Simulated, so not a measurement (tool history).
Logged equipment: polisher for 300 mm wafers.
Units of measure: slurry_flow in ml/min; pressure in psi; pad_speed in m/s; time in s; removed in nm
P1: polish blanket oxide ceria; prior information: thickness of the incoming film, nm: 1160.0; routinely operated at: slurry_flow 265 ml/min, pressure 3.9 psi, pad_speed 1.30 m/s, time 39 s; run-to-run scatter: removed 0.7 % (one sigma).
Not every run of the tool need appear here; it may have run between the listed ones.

run,hour,slurry_flow,pressure,pad_speed,time,removed
1,10.5,265,3.9,1.30,39,245.67
2,18.8,265,5.0,0.86,39,208.75
3,27.1,160,6.0,1.30,39,352.82
4,35.0,265,5.8,1.30,39,361.96
5,46.8,265,3.9,1.30,39,247.21
6,60.7,160,3.9,1.30,39,229.11
7,77.7,205,3.9,1.30,55,333.43
8,93.8,265,3.9,1.30,39,244.44
9,110.2,265,2.0,1.30,39,126.65
10,126.7,265,3.9,1.30,39,246.31
11,140.8,265,3.9,0.68,39,128.38
12,155.9,265,3.9,1.86,39,352.44
# hour 159.8: head pressure recalibrated
13,165.4,380,3.9,1.30,39,250.51
14,175.4,265,3.9,1.30,39,245.27
15,185.3,265,3.9,1.30,26,164.48
16,202.1,265,3.9,1.30,55,346.14
17,214.7,265,3.9,1.30,39,243.27
18,230.9,265,3.9,1.30,39,243.08
19,243.3,265,3.9,1.30,39,241.29
20,253.3,265,3.9,1.30,39,241.93
21,270.4,265,3.9,1.30,39,236.22
# hour 283.2: worn pad replaced by a new one
22,284.0,265,3.9,1.30,39,236.88

Expected results for the next run?
23,294.7,265,3.9,1.30,39,?

Run 23 came out at removed 235.65 nm.

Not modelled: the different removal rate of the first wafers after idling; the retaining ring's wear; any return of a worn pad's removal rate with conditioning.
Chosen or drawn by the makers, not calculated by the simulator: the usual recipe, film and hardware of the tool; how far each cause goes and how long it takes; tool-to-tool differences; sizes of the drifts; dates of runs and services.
